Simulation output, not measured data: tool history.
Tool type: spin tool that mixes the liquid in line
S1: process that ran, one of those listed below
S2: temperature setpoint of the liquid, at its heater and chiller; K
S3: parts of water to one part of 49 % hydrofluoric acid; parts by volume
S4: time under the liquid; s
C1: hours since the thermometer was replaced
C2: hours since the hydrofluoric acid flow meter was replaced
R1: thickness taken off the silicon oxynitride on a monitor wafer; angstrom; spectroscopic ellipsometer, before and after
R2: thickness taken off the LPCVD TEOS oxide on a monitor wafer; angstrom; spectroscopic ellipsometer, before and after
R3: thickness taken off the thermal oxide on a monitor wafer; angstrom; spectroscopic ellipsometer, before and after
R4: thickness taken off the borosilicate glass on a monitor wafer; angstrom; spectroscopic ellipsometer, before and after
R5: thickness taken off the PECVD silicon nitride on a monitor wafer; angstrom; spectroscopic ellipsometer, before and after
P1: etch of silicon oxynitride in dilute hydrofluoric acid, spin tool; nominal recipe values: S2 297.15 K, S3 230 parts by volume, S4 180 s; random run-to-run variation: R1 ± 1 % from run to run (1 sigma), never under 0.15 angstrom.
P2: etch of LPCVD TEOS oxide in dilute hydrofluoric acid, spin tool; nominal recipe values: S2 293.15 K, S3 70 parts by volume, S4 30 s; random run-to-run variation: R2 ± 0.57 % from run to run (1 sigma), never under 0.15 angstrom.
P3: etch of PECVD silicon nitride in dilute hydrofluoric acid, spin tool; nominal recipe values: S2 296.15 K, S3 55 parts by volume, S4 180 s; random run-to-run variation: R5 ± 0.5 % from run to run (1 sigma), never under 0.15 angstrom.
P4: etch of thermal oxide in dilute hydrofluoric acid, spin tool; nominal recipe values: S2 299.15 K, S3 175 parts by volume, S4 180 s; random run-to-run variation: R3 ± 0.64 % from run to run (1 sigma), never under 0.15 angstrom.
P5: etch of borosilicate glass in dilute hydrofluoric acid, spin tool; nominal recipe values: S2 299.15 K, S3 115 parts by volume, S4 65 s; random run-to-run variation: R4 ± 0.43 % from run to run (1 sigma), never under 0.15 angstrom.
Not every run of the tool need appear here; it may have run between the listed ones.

| run | hour | S1 | S2 | S3 | S4 | C1 | C2 | R1 | R2 | R3 | R4 | R5 |
|---|---|---|---|---|---|---|---|---|---|---|---|---|
| 1 | 13.2 | P1 | 297.15 | 230 | 180 | 369.4 | 263.6 | 22.5620 |  |  |  |  |
| 2 | 25.3 | P1 | 297.15 | 230 | 40 | 381.5 | 275.7 | 5.0121 |  |  |  |  |
| 3 | 34.0 | P2 | 293.15 | 70 | 15 | 390.2 | 284.4 |  | 31.980 |  |  |  |
| 4 | 43.1 | P2 | 293.15 | 70 | 30 | 399.3 | 293.5 |  | 64.836 |  |  |  |
| 5 | 50.9 | P1 | 297.15 | 230 | 180 | 407.1 | 301.3 | 22.7470 |  |  |  |  |
| 6 | 61.4 | P1 | 297.15 | 230 | 180 | 417.6 | 311.8 | 22.9140 |  |  |  |  |
| 7 | 74.1 | P4 | 299.15 | 175 | 180 | 430.3 | 324.5 |  |  | 48.452 |  |  |
| 8 | 87.9 | P1 | 293.65 | 380 | 180 | 444.1 | 338.3 | 10.6590 |  |  |  |  |
| 9 | 94.6 | P5 | 299.15 | 115 | 65 | 450.8 | 345.0 |  |  |  | 153.440 |  |
| 10 | 105.4 | P1 | 297.15 | 45 | 180 | 461.6 | 355.8 | 135.0200 |  |  |  |  |
| 11 | 118.7 | P1 | 297.15 | 230 | 180 | 474.9 | 369.1 | 23.0700 |  |  |  |  |
| 12 | 129.5 | P5 | 299.15 | 115 | 15 | 485.7 | 379.9 |  |  |  | 36.001 |  |
| 13 | 143.6 | P3 | 296.15 | 55 | 180 | 499.8 | 394.0 |  |  |  |  | 164.86 |
| 14 | 158.1 | P4 | 299.15 | 175 | 270 | 514.3 | 408.5 |  |  | 72.825 |  |  |
| 15 | 170.0 | P2 | 290.15 | 70 | 30 | 526.2 | 420.4 |  | 56.862 |  |  |  |
| 16 | 181.0 | P1 | 297.15 | 395 | 180 | 537.2 | 431.4 | 11.9730 |  |  |  |  |
| 17 | 189.8 | P2 | 293.15 | 120 | 30 | 546.0 | 440.2 |  | 35.389 |  |  |  |
| 18 | 197.4 | P3 | 296.15 | 55 | 365 | 553.6 | 447.8 |  |  |  |  | 330.81 |
| 19 | 208.8 | P5 | 305.65 | 115 | 65 | 565.0 | 459.2 |  |  |  | 195.270 |  |
|  | 214.9 | thermometer replaced |
| 20 | 218.2 | P1 | 293.15 | 230 | 180 | 3.4 | 468.6 | 19.4890 |  |  |  |  |
| 21 | 231.3 | P4 | 299.15 | 175 | 180 | 16.5 | 481.7 |  |  | 47.565 |  |  |
| 22 | 239.2 | P1 | 297.15 | 230 | 180 | 24.4 | 489.6 | 22.1870 |  |  |  |  |
| 23 | 252.3 | P1 | 297.15 | 85 | 330 | 37.5 | 502.7 | 124.7000 |  |  |  |  |
| 24 | 259.9 | P4 | 299.15 | 295 | 180 | 45.1 | 510.3 |  |  | 24.768 |  |  |
| 25 | 271.4 | P3 | 296.15 | 20 | 180 | 56.6 | 521.8 |  |  |  |  | 436.89 |
| 26 | 279.4 | P4 | 305.15 | 175 | 180 | 64.6 | 529.8 |  |  | 60.191 |  |  |
| 27 | 288.0 | P1 | 297.15 | 365 | 70 | 73.2 | 538.4 | 5.0301 |  |  |  |  |
| 28 | 299.7 | P5 | 299.15 | 40 | 65 | 84.9 | 550.1 |  |  |  | 489.620 |  |
| 29 | 306.0 | P1 | 297.15 | 230 | 180 | 91.2 | 556.4 | 22.7030 |  |  |  |  |
| 30 | 319.6 | P1 | 297.15 | 230 | 305 | 104.8 | 570.0 | 37.5830 |  |  |  |  |
| 31 | 330.2 | P1 | 303.15 | 230 | 180 | 115.4 | 580.6 | 28.9890 |  |  |  |  |
| 32 | 344.7 | P3 | 300.15 | 55 | 180 | 129.9 | 595.1 |  |  |  |  | 213.80 |
| 33 | 359.0 | P1 | 297.15 | 230 | 180 | 144.2 | 609.4 | 23.0750 |  |  |  |  |
| 34 | 371.6 | P1 | 297.15 | 230 | 180 | 156.8 | 622.0 | 21.5760 |  |  |  |  |
| 35 | 378.6 | P1 | 297.15 | 230 | 180 | 163.8 | 629.0 | 21.2730 |  |  |  |  |
| 36 | 385.6 | P1 | 297.15 | 230 | 180 | 170.8 | 636.0 | 21.2310 |  |  |  |  |
| 37 | 394.3 | P1 | 297.15 | 230 | 180 | 179.5 | 644.7 | 21.0890 |  |  |  |  |
| 38 | 405.1 | P1 | 297.15 | 230 | 180 | 190.3 | 655.5 | 20.9240 |  |  |  |  |
| 39 | 411.8 | P1 | 297.15 | 230 | 180 | 197.0 | 662.2 | 20.8380 |  |  |  |  |

Something has made what P1 gives creep away from where it was; the 2 causes below, each at its own stated size, fit the log equally well:
A: liquid colder than its thermometer reads (K) = 1.83
B: hydrofluoric acid flow below the setpoint (%) = 6.69
The creep began at about hour 359.0.

The check runs listed below each take one wafer, and their results are still question marks. Under which run would the listed causes lead to clearly different results?
| check 1 | 418.5 | P4 | 299.15 | 175 | 180 |  |  |  |  | ? |  |  |
| check 2 | 418.5 | P2 | 293.15 | 70 | 30 |  |  |  | ? |  |  |  |
| check 3 | 418.5 | P3 | 296.15 | 55 | 180 |  |  |  |  |  |  | ? |
| check 4 | 418.5 | P5 | 299.15 | 115 | 65 |  |  |  |  |  | ? |  |

Outcome of each check run for each possible cause:
| check | result | if A | if B |
|---|---|---|---|
| check 1 | R3 | 44.736 | 44.039 |
| check 2 | R2 | 59.451 | 59.579 |
| check 3 | R5 | 144.90 | 153.42 |
| check 4 | R4 | 143.560 | 142.330 |
Minimum pairwise separation of causes per check, each pair taken at its best-separating result: check 1 1.57 %; check 2 0.21 %; check 3 5.72 %; check 4 0.86 %
Check 3 tells the causes apart: in the others they would give nearly the same result.

Check 3 was then run and gave: R5 153.13 angstrom. Which cause is it?

It was cause B: hydrofluoric acid flow below the setpoint (%).
